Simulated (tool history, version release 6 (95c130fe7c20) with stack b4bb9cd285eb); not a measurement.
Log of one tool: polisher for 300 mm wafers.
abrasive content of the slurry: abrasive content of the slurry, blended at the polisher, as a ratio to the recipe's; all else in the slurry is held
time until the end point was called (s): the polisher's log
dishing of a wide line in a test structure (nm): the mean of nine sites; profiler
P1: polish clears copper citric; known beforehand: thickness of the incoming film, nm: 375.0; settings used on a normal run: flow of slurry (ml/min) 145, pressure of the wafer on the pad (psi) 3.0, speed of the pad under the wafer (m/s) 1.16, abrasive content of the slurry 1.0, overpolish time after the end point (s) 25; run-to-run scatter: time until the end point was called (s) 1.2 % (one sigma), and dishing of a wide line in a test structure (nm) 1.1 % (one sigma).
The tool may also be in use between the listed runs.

run,hour,flow of slurry (ml/min),pressure of the wafer on the pad (psi),speed of the pad under the wafer (m/s),abrasive content of the slurry,overpolish time after the end point (s),wafers polished on this pad,hours since the slurry nozzle was cleaned,hours since the head pressure was calibrated,hours since the slurry blender was calibrated,time until the end point was called (s),dishing of a wide line in a test structure (nm)
1,6.6,145,3.0,1.16,1.0,25,403,407.3,706.4,87.1,153.71,39.998
2,10.6,145,1.4,1.16,1.0,25,421,411.3,710.4,91.1,321.04,20.329
3,15.1,145,3.0,1.66,1.0,25,441,415.8,714.9,95.6,109.94,51.916
4,20.0,145,3.0,1.16,1.0,8,463,420.7,719.8,100.5,153.50,14.706
5,23.1,145,3.0,0.52,1.0,25,477,423.8,722.9,103.6,332.20,20.200
6,26.8,145,3.0,1.16,1.5,25,494,427.5,726.6,107.3,139.32,42.715
7,30.4,145,3.0,1.16,0.7,25,510,431.1,730.2,110.9,166.65,36.457
8,36.1,145,3.0,1.16,1.4,45,535,436.8,735.9,116.6,142.87,63.831
9,40.8,205,3.0,1.16,1.0,25,556,441.5,740.6,121.3,146.13,41.987
10,47.5,95,3.0,1.16,1.0,25,586,448.2,747.3,128.0,167.27,36.885
11,52.5,145,3.0,1.16,1.0,25,609,453.2,752.3,133.0,153.14,40.148
12,58.7,145,3.0,1.16,1.0,25,636,459.4,758.5,139.2,156.42,39.523
13,63.8,145,3.0,1.16,1.0,42,659,464.5,763.6,144.3,156.42,57.834
14,70.1,145,3.0,1.16,1.0,25,688,470.8,769.9,150.6,150.34,38.785
15,73.8,145,3.0,1.16,1.0,25,704,474.5,773.6,154.3,154.51,39.889
16,77.4,145,4.3,1.16,1.0,25,720,478.1,777.2,157.9,108.21,53.826
17,80.7,145,3.0,1.16,1.0,25,735,481.4,780.5,161.2,154.77,39.850
18,84.1,145,3.0,1.16,1.0,25,750,484.8,783.9,164.6,152.45,39.871
19,89.4,145,3.0,1.16,1.0,25,774,490.1,789.2,169.9,162.85,38.479

For run 20, what comes out?
20,93.1,145,3.0,1.16,1.0,25,791,493.8,792.9,173.6,?,?

{"run 20": {"time until the end point was called (s)": 160.3, "dishing of a wide line in a test structure (nm)": 38.14}}
